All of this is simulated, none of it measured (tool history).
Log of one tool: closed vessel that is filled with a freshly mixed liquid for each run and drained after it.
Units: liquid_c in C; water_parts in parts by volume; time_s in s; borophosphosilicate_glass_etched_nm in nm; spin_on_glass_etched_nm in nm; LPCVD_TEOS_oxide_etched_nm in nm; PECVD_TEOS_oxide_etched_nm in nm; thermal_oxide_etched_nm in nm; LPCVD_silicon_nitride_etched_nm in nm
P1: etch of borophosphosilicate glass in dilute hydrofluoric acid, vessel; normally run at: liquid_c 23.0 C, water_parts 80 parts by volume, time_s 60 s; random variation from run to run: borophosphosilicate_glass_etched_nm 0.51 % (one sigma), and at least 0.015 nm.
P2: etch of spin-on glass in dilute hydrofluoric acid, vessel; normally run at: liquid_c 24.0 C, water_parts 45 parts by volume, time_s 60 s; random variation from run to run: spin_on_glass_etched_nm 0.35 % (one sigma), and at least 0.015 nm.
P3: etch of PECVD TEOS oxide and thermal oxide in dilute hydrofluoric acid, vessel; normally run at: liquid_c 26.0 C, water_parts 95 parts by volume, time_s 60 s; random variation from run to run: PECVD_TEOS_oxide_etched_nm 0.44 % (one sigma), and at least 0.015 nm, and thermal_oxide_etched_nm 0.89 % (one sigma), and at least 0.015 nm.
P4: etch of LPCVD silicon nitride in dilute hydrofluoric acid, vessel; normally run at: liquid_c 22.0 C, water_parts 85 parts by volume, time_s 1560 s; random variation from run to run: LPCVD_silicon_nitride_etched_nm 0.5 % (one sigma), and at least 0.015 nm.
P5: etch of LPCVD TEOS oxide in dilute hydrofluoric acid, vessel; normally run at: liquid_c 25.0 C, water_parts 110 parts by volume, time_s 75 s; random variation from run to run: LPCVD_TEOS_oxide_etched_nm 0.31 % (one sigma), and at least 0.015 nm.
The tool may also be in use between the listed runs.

run	hour	process	liquid_c	water_parts	time_s	hours since the thermometer was replaced	hours since the hydrofluoric acid flow meter was replaced	borophosphosilicate_glass_etched_nm	spin_on_glass_etched_nm	LPCVD_TEOS_oxide_etched_nm	PECVD_TEOS_oxide_etched_nm	thermal_oxide_etched_nm	LPCVD_silicon_nitride_etched_nm
1	11.5	P1	23.0	80	60	562.4	274.2	27.449					
2	22.6	P2	24.0	20	60	573.5	285.3		120.540				
3	37.7	P1	23.0	80	30	588.6	300.4	13.937					
4	46.5	P5	25.0	110	30	597.4	309.2			15.189			
5	59.7	P3	21.0	95	60	610.6	322.4				14.457	2.3793	
6	71.6	P2	24.0	45	115	622.5	334.3		99.795				
7	83.6	P5	30.5	110	75	634.5	346.3			46.765			
8	92.6	P1	23.0	80	60	643.5	355.3	27.533					
9	99.7	P4	22.0	85	1560	650.6	362.4						7.8518
10	108.4	P1	23.0	80	60	659.3	371.1	27.726					
11	118.0	P4	22.0	50	1560	668.9	380.7						13.1820
12	130.7	P1	23.0	80	100	681.6	393.4	46.410					
13	140.8	P5	25.0	20	75	691.7	403.5			235.150			
14	149.3	P1	23.0	130	60	700.2	412.0	16.024					
15	159.6	P1	23.0	80	60	710.5	422.3	27.894					
16	174.1	P1	23.0	50	60	725.0	436.8	46.363					
17	184.6	P2	24.0	45	60	735.5	447.3		51.716				
18	191.4	P4	22.0	85	2355	742.3	454.1						11.8000
19	201.6	P1	23.0	80	60	752.5	464.3	27.673					
20	209.7	P1	17.0	80	100	760.6	472.4	35.826					
21	223.7	P3	26.0	95	110	774.6	486.4				32.087	5.3500	

Run 22 comes next. What will it give?
22	232.5	P1	19.5	80	90	783.4	495.2	?					

Run 22 gave borophosphosilicate_glass_etched_nm 36.135 nm.
